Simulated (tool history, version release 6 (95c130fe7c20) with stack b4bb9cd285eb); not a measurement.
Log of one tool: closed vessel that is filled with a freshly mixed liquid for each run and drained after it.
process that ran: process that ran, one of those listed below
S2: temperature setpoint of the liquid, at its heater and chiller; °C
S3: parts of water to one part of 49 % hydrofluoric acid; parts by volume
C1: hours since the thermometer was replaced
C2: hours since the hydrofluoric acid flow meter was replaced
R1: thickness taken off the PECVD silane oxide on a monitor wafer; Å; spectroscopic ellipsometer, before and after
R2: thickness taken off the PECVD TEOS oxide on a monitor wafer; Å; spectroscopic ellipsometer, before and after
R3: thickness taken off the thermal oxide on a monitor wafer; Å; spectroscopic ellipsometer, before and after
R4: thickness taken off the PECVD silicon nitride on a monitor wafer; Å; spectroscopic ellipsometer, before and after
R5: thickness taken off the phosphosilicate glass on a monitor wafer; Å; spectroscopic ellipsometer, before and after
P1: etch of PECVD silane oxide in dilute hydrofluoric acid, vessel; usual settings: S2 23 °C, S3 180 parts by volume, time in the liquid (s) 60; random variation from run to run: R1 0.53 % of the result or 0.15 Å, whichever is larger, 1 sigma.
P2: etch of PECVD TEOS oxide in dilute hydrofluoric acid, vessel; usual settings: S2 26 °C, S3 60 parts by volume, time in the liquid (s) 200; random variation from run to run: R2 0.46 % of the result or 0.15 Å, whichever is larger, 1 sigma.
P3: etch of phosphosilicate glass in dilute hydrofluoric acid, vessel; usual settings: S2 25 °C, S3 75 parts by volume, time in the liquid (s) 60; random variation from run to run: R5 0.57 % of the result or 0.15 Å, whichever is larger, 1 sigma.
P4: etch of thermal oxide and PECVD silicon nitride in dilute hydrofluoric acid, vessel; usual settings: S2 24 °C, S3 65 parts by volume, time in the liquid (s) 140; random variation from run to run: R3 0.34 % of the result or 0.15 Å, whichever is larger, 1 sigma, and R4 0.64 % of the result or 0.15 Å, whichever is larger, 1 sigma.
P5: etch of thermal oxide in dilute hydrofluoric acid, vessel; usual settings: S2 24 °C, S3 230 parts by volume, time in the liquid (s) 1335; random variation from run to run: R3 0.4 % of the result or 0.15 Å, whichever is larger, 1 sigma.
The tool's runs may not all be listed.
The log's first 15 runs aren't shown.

Run 16, hour 61.9: process that ran P4, S2 28.5 °C, S3 65 parts by volume, time in the liquid (s) 140; C1 968; C2 423.2. Result: R3 136.69 Å, R4 53.876 Å.
Run 17, hour 66.8: process that ran P1, S2 27.5 °C, S3 180 parts by volume, time in the liquid (s) 85; C1 972.9; C2 428.1. Result: R1 180.77 Å.
Run 18, hour 71.4: process that ran P5, S2 30.5 °C, S3 230 parts by volume, time in the liquid (s) 1335; C1 977.5; C2 432.7. Result: R3 308.04 Å.
Run 19, hour 75.9: process that ran P2, S2 26 °C, S3 60 parts by volume, time in the liquid (s) 200; C1 982; C2 437.2. Result: R2 527.1 Å.
Run 20, hour 80.9: process that ran P4, S2 24 °C, S3 65 parts by volume, time in the liquid (s) 40; C1 987; C2 442.2. Result: R3 32.138 Å, R4 11.458 Å.
Run 21, hour 85.8: process that ran P1, S2 23 °C, S3 180 parts by volume, time in the liquid (s) 115; C1 991.9; C2 447.1. Result: R1 208.96 Å.
Run 22, hour 88.5: process that ran P3, S2 30 °C, S3 75 parts by volume, time in the liquid (s) 60; C1 994.6; C2 449.8. Result: R5 1008.7 Å.
Run 23, hour 91.3: process that ran P4, S2 24 °C, S3 110 parts by volume, time in the liquid (s) 140; C1 997.4; C2 452.6. Result: R3 63.542 Å, R4 23.843 Å.
At hour 93.5: thermometer replaced.
Run 24, hour 93.7: process that ran P3, S2 25 °C, S3 75 parts by volume, time in the liquid (s) 60; C1 0.2; C2 455. Result: R5 831.01 Å.
Run 25, hour 96.8: process that ran P4, S2 24 °C, S3 65 parts by volume, time in the liquid (s) 140; C1 3.3; C2 458.1. Result: R3 113.57 Å, R4 40.368 Å.
Run 26, hour 99.8: process that ran P1, S2 23 °C, S3 180 parts by volume, time in the liquid (s) 60; C1 6.3; C2 461.1. Result: R1 110.1 Å.
Run 27, hour 102.9: process that ran P3, S2 25 °C, S3 20 parts by volume, time in the liquid (s) 60; C1 9.4; C2 464.2. Result: R5 3358.4 Å.
Run 28, hour 106.7: process that ran P1, S2 23 °C, S3 30 parts by volume, time in the liquid (s) 60; C1 13.2; C2 468. Result: R1 782.47 Å.
Run 29, hour 110.5: process that ran P3, S2 25 °C, S3 75 parts by volume, time in the liquid (s) 60; C1 17; C2 471.8. Result: R5 840.26 Å.
Run 30, hour 113.3: process that ran P1, S2 23 °C, S3 180 parts by volume, time in the liquid (s) 30; C1 19.8; C2 474.6. Result: R1 54.77 Å.
Run 31, hour 116.5: process that ran P2, S2 26 °C, S3 60 parts by volume, time in the liquid (s) 105; C1 23; C2 477.8. Result: R2 279 Å.
Run 32, hour 119.3: process that ran P1, S2 28.5 °C, S3 180 parts by volume, time in the liquid (s) 60; C1 25.8; C2 480.6. Result: R1 133.22 Å.

Forecast run 33:
Run 33, hour 124.3: process that ran P1, S2 23 °C, S3 180 parts by volume, time in the liquid (s) 60; C1 30.8; C2 485.6. Result: R1 ?.

Run 33 gave R1 109.16 Å.
